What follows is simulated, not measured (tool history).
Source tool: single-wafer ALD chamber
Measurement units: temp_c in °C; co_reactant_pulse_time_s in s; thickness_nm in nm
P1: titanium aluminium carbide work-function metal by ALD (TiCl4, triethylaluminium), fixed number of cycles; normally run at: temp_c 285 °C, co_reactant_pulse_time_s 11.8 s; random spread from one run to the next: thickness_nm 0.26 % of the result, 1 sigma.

| run | hour | temp_c | co_reactant_pulse_time_s | hours since the last thermocouple change | hours since the last triethylaluminium bottle change | thickness_nm |
|---|---|---|---|---|---|---|
| 1 | 16.6 | 285 | 11.8 | 739.7 | 530.3 | 1.9331 |
| 2 | 30.5 | 285 | 4.02 | 753.6 | 544.2 | 1.4729 |
| 3 | 41.8 | 309 | 11.8 | 764.9 | 555.5 | 2.1503 |
| 4 | 53.9 | 302 | 19 | 777 | 567.6 | 2.1232 |
| 5 | 68.7 | 285 | 11.8 | 791.8 | 582.4 | 1.9382 |
| 6 | 85 | 275 | 5.23 | 808.1 | 598.7 | 1.5711 |
|  | 86.1 | thermocouple changed; heater temperature recalibrated |
| 7 | 101.1 | 271 | 7.72 | 15.1 | 614.8 | 1.7132 |
| 8 | 112.5 | 285 | 11.8 | 26.5 | 626.2 | 1.9462 |
| 9 | 127 | 265 | 11.8 | 41 | 640.7 | 1.7629 |
| 10 | 135.1 | 285 | 15.57 | 49.1 | 648.8 | 1.96 |
| 11 | 145.8 | 285 | 11.8 | 59.8 | 659.5 | 1.9335 |
| 12 | 159.4 | 285 | 11.8 | 73.4 | 673.1 | 1.9348 |
| 13 | 171.8 | 285 | 11.8 | 85.8 | 685.5 | 1.9293 |
| 14 | 184.1 | 285 | 11.8 | 98.1 | 697.8 | 1.9174 |
| 15 | 200.9 | 285 | 11.8 | 114.9 | 714.6 | 1.9114 |
| 16 | 209.9 | 285 | 11.8 | 123.9 | 723.6 | 1.9132 |

For run 17, what comes out?
| 17 | 221.6 | 285 | 11.8 | 135.6 | 735.3 | ? |

thickness_nm: 1.9064 nm
